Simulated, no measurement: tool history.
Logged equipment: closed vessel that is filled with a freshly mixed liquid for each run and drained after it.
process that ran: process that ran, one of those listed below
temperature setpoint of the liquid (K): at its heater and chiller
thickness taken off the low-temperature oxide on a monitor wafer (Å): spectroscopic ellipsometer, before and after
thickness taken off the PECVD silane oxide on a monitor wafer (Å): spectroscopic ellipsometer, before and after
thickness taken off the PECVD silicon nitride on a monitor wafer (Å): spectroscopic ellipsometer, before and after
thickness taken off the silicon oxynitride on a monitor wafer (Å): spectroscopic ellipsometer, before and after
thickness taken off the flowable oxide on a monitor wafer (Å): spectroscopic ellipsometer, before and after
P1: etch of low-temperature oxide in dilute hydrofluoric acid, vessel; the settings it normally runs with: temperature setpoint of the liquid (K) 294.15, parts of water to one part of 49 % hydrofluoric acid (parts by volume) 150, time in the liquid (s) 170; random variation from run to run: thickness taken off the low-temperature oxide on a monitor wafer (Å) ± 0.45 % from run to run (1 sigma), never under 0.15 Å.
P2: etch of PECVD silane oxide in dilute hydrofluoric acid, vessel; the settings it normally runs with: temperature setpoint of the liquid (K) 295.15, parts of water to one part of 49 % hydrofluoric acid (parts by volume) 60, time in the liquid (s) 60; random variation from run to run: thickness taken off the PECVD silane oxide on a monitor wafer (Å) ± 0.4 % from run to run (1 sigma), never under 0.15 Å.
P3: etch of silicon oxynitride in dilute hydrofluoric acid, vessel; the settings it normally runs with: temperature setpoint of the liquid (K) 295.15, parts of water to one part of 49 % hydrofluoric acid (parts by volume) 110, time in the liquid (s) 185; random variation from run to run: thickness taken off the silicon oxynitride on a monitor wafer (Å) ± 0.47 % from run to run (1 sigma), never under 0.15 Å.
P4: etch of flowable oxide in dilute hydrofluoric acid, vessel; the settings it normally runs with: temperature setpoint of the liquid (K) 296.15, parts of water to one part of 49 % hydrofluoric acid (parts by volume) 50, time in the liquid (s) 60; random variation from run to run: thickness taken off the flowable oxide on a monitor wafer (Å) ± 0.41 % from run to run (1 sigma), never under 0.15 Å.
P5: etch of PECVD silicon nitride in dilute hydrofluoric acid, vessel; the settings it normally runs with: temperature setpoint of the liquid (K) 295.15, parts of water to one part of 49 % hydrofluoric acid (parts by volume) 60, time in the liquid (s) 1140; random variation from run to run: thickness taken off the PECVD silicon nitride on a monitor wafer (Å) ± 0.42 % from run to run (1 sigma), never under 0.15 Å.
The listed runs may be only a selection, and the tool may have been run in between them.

| run | hour | process that ran | temperature setpoint of the liquid (K) | parts of water to one part of 49 % hydrofluoric acid (parts by volume) | time in the liquid (s) | hours since the thermometer was replaced | hours since the hydrofluoric acid flow meter was replaced | thickness taken off the low-temperature oxide on a monitor wafer (Å) | thickness taken off the PECVD silane oxide on a monitor wafer (Å) | thickness taken off the PECVD silicon nitride on a monitor wafer (Å) | thickness taken off the silicon oxynitride on a monitor wafer (Å) | thickness taken off the flowable oxide on a monitor wafer (Å) |
|---|---|---|---|---|---|---|---|---|---|---|---|---|
| 1 | 10.5 | P1 | 294.15 | 150 | 170 | 536.9 | 260.5 | 272.820 |  |  |  |  |
| 2 | 24.6 | P2 | 295.15 | 100 | 60 | 551.0 | 274.6 |  | 131.89 |  |  |  |
| 3 | 37.8 | P1 | 298.15 | 150 | 170 | 564.2 | 287.8 | 319.340 |  |  |  |  |
| 4 | 49.8 | P5 | 290.15 | 60 | 1140 | 576.2 | 299.8 |  |  | 258.41 |  |  |
| 5 | 60.5 | P2 | 295.15 | 60 | 60 | 586.9 | 310.5 |  | 229.46 |  |  |  |
| 6 | 71.6 | P1 | 294.15 | 150 | 170 | 598.0 | 321.6 | 271.900 |  |  |  |  |
| 7 | 80.0 | P1 | 294.15 | 265 | 170 | 606.4 | 330.0 | 138.490 |  |  |  |  |
| 8 | 95.7 | P1 | 294.15 | 150 | 50 | 622.1 | 345.7 | 80.683 |  |  |  |  |
| 9 | 114.1 | P2 | 303.15 | 60 | 60 | 640.5 | 364.1 |  | 318.20 |  |  |  |
| 10 | 127.3 | P5 | 295.15 | 60 | 1970 | 653.7 | 377.3 |  |  | 632.41 |  |  |
| 11 | 136.0 | P1 | 294.15 | 150 | 170 | 662.4 | 386.0 | 273.040 |  |  |  |  |
| 12 | 148.6 | P3 | 303.15 | 110 | 185 | 675.0 | 398.6 |  |  |  | 67.250 |  |
| 13 | 157.7 | P1 | 294.15 | 210 | 55 | 684.1 | 407.7 | 59.173 |  |  |  |  |
| 14 | 174.5 | P3 | 295.15 | 200 | 185 | 700.9 | 424.5 |  |  |  | 23.940 |  |
| 15 | 191.4 | P3 | 295.15 | 110 | 185 | 717.8 | 441.4 |  |  |  | 46.194 |  |
| 16 | 201.2 | P1 | 294.15 | 150 | 170 | 727.6 | 451.2 | 273.030 |  |  |  |  |
| 17 | 218.9 | P1 | 290.15 | 150 | 170 | 745.3 | 468.9 | 231.970 |  |  |  |  |
| 18 | 230.4 | P4 | 296.15 | 20 | 60 | 756.8 | 480.4 |  |  |  |  | 1254.50 |
| 19 | 240.3 | P5 | 295.15 | 60 | 1140 | 766.7 | 490.3 |  |  | 366.20 |  |  |
| 20 | 253.9 | P4 | 296.15 | 50 | 30 | 780.3 | 503.9 |  |  |  |  | 240.62 |
| 21 | 262.8 | P2 | 295.15 | 60 | 30 | 789.2 | 512.8 |  | 115.32 |  |  |  |
| 22 | 279.7 | P4 | 301.65 | 50 | 60 | 806.1 | 529.7 |  |  |  |  | 598.82 |
| 23 | 290.7 | P1 | 294.15 | 150 | 170 | 817.1 | 540.7 | 272.810 |  |  |  |  |
| 24 | 307.7 | P1 | 294.15 | 150 | 170 | 834.1 | 557.7 | 273.060 |  |  |  |  |
| 25 | 317.9 | P5 | 295.15 | 60 | 1140 | 844.3 | 567.9 |  |  | 368.23 |  |  |
| 26 | 336.2 | P4 | 296.15 | 50 | 60 | 862.6 | 586.2 |  |  |  |  | 482.87 |
| 27 | 355.1 | P1 | 294.15 | 150 | 170 | 881.5 | 605.1 | 272.550 |  |  |  |  |
| 28 | 371.9 | P1 | 294.15 | 55 | 170 | 898.3 | 621.9 | 832.310 |  |  |  |  |
| 29 | 389.9 | P1 | 294.15 | 150 | 285 | 916.3 | 639.9 | 461.940 |  |  |  |  |
| 30 | 406.1 | P3 | 295.15 | 110 | 265 | 932.5 | 656.1 |  |  |  | 65.907 |  |
| 31 | 422.6 | P3 | 295.15 | 110 | 185 | 949.0 | 672.6 |  |  |  | 46.718 |  |
| 32 | 433.3 | P1 | 294.15 | 60 | 305 | 959.7 | 683.3 | 1361.800 |  |  |  |  |
| 33 | 444.9 | P1 | 290.15 | 150 | 100 | 971.3 | 694.9 | 136.290 |  |  |  |  |
| 34 | 457.2 | P4 | 296.15 | 50 | 60 | 983.6 | 707.2 |  |  |  |  | 482.24 |
| 35 | 469.7 | P5 | 295.15 | 35 | 1140 | 996.1 | 719.7 |  |  | 614.78 |  |  |
| 36 | 481.4 | P1 | 294.15 | 150 | 170 | 1007.8 | 731.4 | 272.020 |  |  |  |  |
| 37 | 500.0 | P1 | 294.15 | 150 | 170 | 1026.4 | 750.0 | 281.030 |  |  |  |  |
| 38 | 510.6 | P1 | 294.15 | 150 | 170 | 1037.0 | 760.6 | 288.050 |  |  |  |  |
| 39 | 527.0 | P1 | 294.15 | 150 | 170 | 1053.4 | 777.0 | 290.940 |  |  |  |  |
| 40 | 544.1 | P1 | 294.15 | 150 | 170 | 1070.5 | 794.1 | 292.130 |  |  |  |  |
| 41 | 553.9 | P1 | 294.15 | 150 | 170 | 1080.3 | 803.9 | 295.150 |  |  |  |  |
| 42 | 567.1 | P1 | 294.15 | 150 | 170 | 1093.5 | 817.1 | 295.990 |  |  |  |  |
| 43 | 577.7 | P1 | 294.15 | 150 | 170 | 1104.1 | 827.7 | 295.210 |  |  |  |  |
| 44 | 591.1 | P1 | 294.15 | 150 | 170 | 1117.5 | 841.1 | 296.090 |  |  |  |  |
| 45 | 604.0 | P1 | 294.15 | 150 | 170 | 1130.4 | 854.0 | 295.680 |  |  |  |  |
| 46 | 621.2 | P1 | 294.15 | 150 | 170 | 1147.6 | 871.2 | 294.280 |  |  |  |  |

The output of P1 has drifted from where it used to be. Each of the 2 causes below, taken at the size shown beside it, accounts for the log equally well:
A: liquid hotter than its thermometer reads (K) = 2.04
B: hydrofluoric acid flow above the setpoint (%) = 7.11
The onset of the drift is placed at about hour 481.4.

Listed below are the offered check runs, one wafer per run, with question marks in place of results. For which of them would the causes give clearly different outcomes?
| check 1 | 638.4 | P2 | 303.15 | 85 | 60 |  |  |  | ? |  |  |  |
| check 2 | 638.4 | P4 | 299.65 | 50 | 35 |  |  |  |  |  |  | ? |
| check 3 | 638.4 | P5 | 292.15 | 60 | 1140 |  |  |  |  | ? |  |  |
| check 4 | 638.4 | P3 | 303.15 | 150 | 185 |  |  |  |  |  | ? |  |

Check results expected under each cause:
| check | result | if A | if B |
|---|---|---|---|
| check 1 | thickness taken off the PECVD silane oxide on a monitor wafer (Å) | 233.50 | 233.51 |
| check 2 | thickness taken off the flowable oxide on a monitor wafer (Å) | 352.37 | 349.47 |
| check 3 | thickness taken off the PECVD silicon nitride on a monitor wafer (Å) | 342.44 | 317.89 |
| check 4 | thickness taken off the silicon oxynitride on a monitor wafer (Å) | 51.783 | 51.314 |
Distance between the nearest two causes, measured in the result of the check that separates them most: check 1 0.01 %; check 2 0.82 %; check 3 7.44 %; check 4 0.91 %
Check 3 distinguishes between the causes, while the remaining checks would return nearly the same result for all of them.

Here is what check 3 returned: thickness taken off the PECVD silicon nitride on a monitor wafer (Å) 315.34. Which cause is it?

It was cause B: hydrofluoric acid flow above the setpoint (%).

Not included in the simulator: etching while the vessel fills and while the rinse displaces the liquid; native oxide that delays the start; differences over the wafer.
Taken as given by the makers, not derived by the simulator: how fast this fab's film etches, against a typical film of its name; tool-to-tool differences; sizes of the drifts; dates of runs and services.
